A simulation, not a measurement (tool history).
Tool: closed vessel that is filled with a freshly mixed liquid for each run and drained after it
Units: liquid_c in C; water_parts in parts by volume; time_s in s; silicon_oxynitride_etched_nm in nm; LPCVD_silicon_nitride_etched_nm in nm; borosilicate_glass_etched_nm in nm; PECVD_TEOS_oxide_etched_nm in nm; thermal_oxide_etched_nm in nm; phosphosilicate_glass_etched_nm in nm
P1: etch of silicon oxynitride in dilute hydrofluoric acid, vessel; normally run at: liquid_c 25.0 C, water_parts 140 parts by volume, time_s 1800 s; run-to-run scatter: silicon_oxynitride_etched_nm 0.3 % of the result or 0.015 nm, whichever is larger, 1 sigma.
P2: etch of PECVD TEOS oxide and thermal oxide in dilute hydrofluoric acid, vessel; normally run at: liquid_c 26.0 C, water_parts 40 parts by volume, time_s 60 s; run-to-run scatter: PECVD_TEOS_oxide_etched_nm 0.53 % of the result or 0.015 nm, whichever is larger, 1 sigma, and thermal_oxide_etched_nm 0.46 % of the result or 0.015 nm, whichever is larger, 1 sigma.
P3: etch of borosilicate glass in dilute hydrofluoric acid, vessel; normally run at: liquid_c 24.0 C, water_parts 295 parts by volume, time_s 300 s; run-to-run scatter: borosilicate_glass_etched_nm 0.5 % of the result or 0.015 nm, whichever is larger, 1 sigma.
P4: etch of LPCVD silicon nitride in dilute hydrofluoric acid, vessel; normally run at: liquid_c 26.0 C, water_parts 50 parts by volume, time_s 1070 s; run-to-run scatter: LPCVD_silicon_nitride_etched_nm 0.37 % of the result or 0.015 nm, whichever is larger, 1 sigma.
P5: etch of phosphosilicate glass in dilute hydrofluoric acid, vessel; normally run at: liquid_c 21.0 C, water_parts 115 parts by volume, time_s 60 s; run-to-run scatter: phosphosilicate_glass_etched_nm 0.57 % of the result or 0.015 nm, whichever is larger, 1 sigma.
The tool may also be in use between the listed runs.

| run | hour | process | liquid_c | water_parts | time_s | hours since the thermometer was replaced | hours since the hydrofluoric acid flow meter was replaced | silicon_oxynitride_etched_nm | LPCVD_silicon_nitride_etched_nm | borosilicate_glass_etched_nm | PECVD_TEOS_oxide_etched_nm | thermal_oxide_etched_nm | phosphosilicate_glass_etched_nm |
|---|---|---|---|---|---|---|---|---|---|---|---|---|---|
| 1 | 3.8 | P1 | 25.0 | 140 | 1800 | 300.2 | 429.0 | 18.9380 |  |  |  |  |  |
| 2 | 10.0 | P1 | 32.5 | 140 | 1800 | 306.4 | 435.2 | 26.2890 |  |  |  |  |  |
| 3 | 13.7 | P1 | 25.0 | 30 | 1040 | 310.1 | 438.9 | 55.9000 |  |  |  |  |  |
| 4 | 20.5 | P1 | 25.0 | 140 | 1800 | 316.9 | 445.7 | 19.0130 |  |  |  |  |  |
| 5 | 26.0 | P4 | 26.0 | 50 | 1070 | 322.4 | 451.2 |  | 11.3480 |  |  |  |  |
| 6 | 30.6 | P1 | 25.0 | 140 | 435 | 327.0 | 455.8 | 4.5843 |  |  |  |  |  |
| 7 | 37.4 | P4 | 26.0 | 50 | 2105 | 333.8 | 462.6 |  | 22.2200 |  |  |  |  |
| 8 | 42.3 | P3 | 24.0 | 75 | 300 | 338.7 | 467.5 |  |  | 146.6300 |  |  |  |
| 9 | 46.1 | P3 | 24.0 | 295 | 30 | 342.5 | 471.3 |  |  | 2.9405 |  |  |  |
| 10 | 51.0 | P1 | 25.0 | 140 | 1800 | 347.4 | 476.2 | 18.9720 |  |  |  |  |  |
| 11 | 55.3 | P2 | 26.0 | 40 | 30 | 351.7 | 480.5 |  |  |  | 15.588 | 4.4412 |  |
| 12 | 62.6 | P1 | 25.0 | 205 | 1800 | 359.0 | 487.8 | 12.3070 |  |  |  |  |  |
| 13 | 66.6 | P2 | 26.0 | 40 | 60 | 363.0 | 491.8 |  |  |  | 30.729 | 8.7615 |  |
| 14 | 70.4 | P1 | 25.0 | 140 | 1800 | 366.8 | 495.6 | 18.8880 |  |  |  |  |  |
| 15 | 74.8 | P4 | 26.0 | 90 | 1070 | 371.2 | 500.0 |  | 6.3101 |  |  |  |  |
| 16 | 81.6 | P1 | 25.0 | 140 | 2715 | 378.0 | 506.8 | 28.5980 |  |  |  |  |  |
| 17 | 86.6 | P2 | 18.5 | 40 | 60 | 383.0 | 511.8 |  |  |  | 22.600 | 6.3542 |  |
| 18 | 91.4 | P2 | 26.0 | 20 | 60 | 387.8 | 516.6 |  |  |  | 63.363 | 18.1900 |  |
| 19 | 95.4 | P5 | 26.0 | 115 | 60 | 391.8 | 520.6 |  |  |  |  |  | 89.398 |
| 20 | 101.3 | P4 | 33.0 | 50 | 1070 | 397.7 | 526.5 |  | 17.7770 |  |  |  |  |
| 21 | 108.1 | P1 | 25.0 | 40 | 1800 | 404.5 | 533.3 | 72.2930 |  |  |  |  |  |
| 22 | 113.9 | P5 | 21.0 | 25 | 60 | 410.3 | 539.1 |  |  |  |  |  | 376.410 |
| 23 | 120.4 | P1 | 18.0 | 140 | 1800 | 416.8 | 545.6 | 13.5770 |  |  |  |  |  |
| 24 | 126.2 | P1 | 25.0 | 140 | 1800 | 422.6 | 551.4 | 19.0640 |  |  |  |  |  |
| 25 | 130.7 | P3 | 24.0 | 295 | 300 | 427.1 | 555.9 |  |  | 29.2900 |  |  |  |
| 26 | 138.1 | P5 | 21.0 | 115 | 60 | 434.5 | 563.3 |  |  |  |  |  | 73.478 |
| 27 | 143.7 | P3 | 31.0 | 295 | 300 | 440.1 | 568.9 |  |  | 36.5350 |  |  |  |
| 28 | 147.5 | P5 | 21.0 | 115 | 60 | 443.9 | 572.7 |  |  |  |  |  | 73.625 |
| 29 | 152.7 | P5 | 21.0 | 115 | 30 | 449.1 | 577.9 |  |  |  |  |  | 36.745 |
| 30 | 159.5 | P4 | 26.0 | 50 | 1070 | 455.9 | 584.7 |  | 11.3150 |  |  |  |  |
| 31 | 162.8 | P1 | 25.0 | 140 | 1800 | 459.2 | 588.0 | 18.9720 |  |  |  |  |  |
| 32 | 169.0 | P1 | 25.0 | 140 | 1800 | 465.4 | 594.2 | 19.4860 |  |  |  |  |  |
| 33 | 175.5 | P1 | 25.0 | 140 | 1800 | 471.9 | 600.7 | 19.9360 |  |  |  |  |  |
| 34 | 182.9 | P1 | 25.0 | 140 | 1800 | 479.3 | 608.1 | 20.1220 |  |  |  |  |  |
| 35 | 188.5 | P1 | 25.0 | 140 | 1800 | 484.9 | 613.7 | 20.1820 |  |  |  |  |  |
| 36 | 194.9 | P1 | 25.0 | 140 | 1800 | 491.3 | 620.1 | 20.2520 |  |  |  |  |  |
| 37 | 200.9 | P1 | 25.0 | 140 | 1800 | 497.3 | 626.1 | 20.2740 |  |  |  |  |  |
| 38 | 207.4 | P1 | 25.0 | 140 | 1800 | 503.8 | 632.6 | 20.3460 |  |  |  |  |  |
| 39 | 214.6 | P1 | 25.0 | 140 | 1800 | 511.0 | 639.8 | 20.3670 |  |  |  |  |  |

What P1 gives has crept away from where it was. These 2 causes fit the log equally well, each at the size given:
A: hydrofluoric acid flow above the setpoint (%) = 6.62
B: liquid hotter than its thermometer reads (K) = 1.58
The creep began at about hour 162.8.

4 check runs are offered, one wafer each, their results left as question marks. Which one tells the causes apart?
| check 1 | 221.8 | P3 | 24.0 | 85 | 65 |  |  |  |  | ? |  |  |  |
| check 2 | 221.8 | P2 | 21.5 | 40 | 60 |  |  |  |  |  | ? | ? |  |
| check 3 | 221.8 | P4 | 31.5 | 50 | 1595 |  |  |  | ? |  |  |  |  |
| check 4 | 221.8 | P5 | 21.0 | 40 | 60 |  |  |  |  |  |  |  | ? |

What each check would give under each cause:
| check | result | if A | if B |
|---|---|---|---|
| check 1 | borosilicate_glass_etched_nm | 29.5720 | 29.3380 |
| check 2 | PECVD_TEOS_oxide_etched_nm | 27.461 | 27.441 |
| check 2 | thermal_oxide_etched_nm | 7.8189 | 7.8134 |
| check 3 | LPCVD_silicon_nitride_etched_nm | 25.6890 | 26.6500 |
| check 4 | phosphosilicate_glass_etched_nm | 247.600 | 247.490 |
How far apart the two closest causes lie, in the result that separates them most: check 1 0.79 %; check 2 0.07 %; check 3 3.67 %; check 4 0.04 %
Check 3 tells the causes apart: in the others they would give nearly the same result.

Then check 3 was run and gave: LPCVD_silicon_nitride_etched_nm 26.6630 nm. Which cause is it?

It is B: liquid hotter than its thermometer reads (K).
